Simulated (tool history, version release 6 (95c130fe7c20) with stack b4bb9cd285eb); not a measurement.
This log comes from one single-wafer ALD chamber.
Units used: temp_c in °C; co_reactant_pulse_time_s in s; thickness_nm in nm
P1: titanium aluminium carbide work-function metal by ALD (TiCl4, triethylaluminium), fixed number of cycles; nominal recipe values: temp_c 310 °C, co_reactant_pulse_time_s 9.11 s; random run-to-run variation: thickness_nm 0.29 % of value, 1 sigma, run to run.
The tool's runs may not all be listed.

run	day	temp_c	co_reactant_pulse_time_s	hours since the last thermocouple change	hours since the last triethylaluminium bottle change	thickness_nm
1	0.538	310	9.11	770.9	233.8	1.9736
2	0.996	290	3.35	781.9	244.8	1.3013
3	1.283	310	11.98	788.8	251.7	2.0423
4	1.767	310	3.96	800.4	263.3	1.5360
5	2.221	310	9.11	811.3	274.2	1.9869
6	2.658	310	9.11	821.8	284.7	1.9894
7	2.971	310	9.11	829.3	292.2	1.9917
8	3.400	287	9.11	839.6	302.5	1.7976
9	3.842	310	9.11	850.2	313.1	1.9850
10	4.404	310	9.11	863.7	326.6	1.9768
11	4.783	333	9.11	872.8	335.7	2.1788
12	5.325	310	9.11	885.8	348.7	1.9866
13	5.804	310	9.11	897.3	360.2	1.9589
14	6.238	310	9.11	907.7	370.6	1.9500
15	6.704	310	9.11	918.9	381.8	1.9455

Run 16 comes next. What will it give?
16	7.021	310	9.11	926.5	389.4	?

{"run 16": {"thickness_nm": 1.9495}}
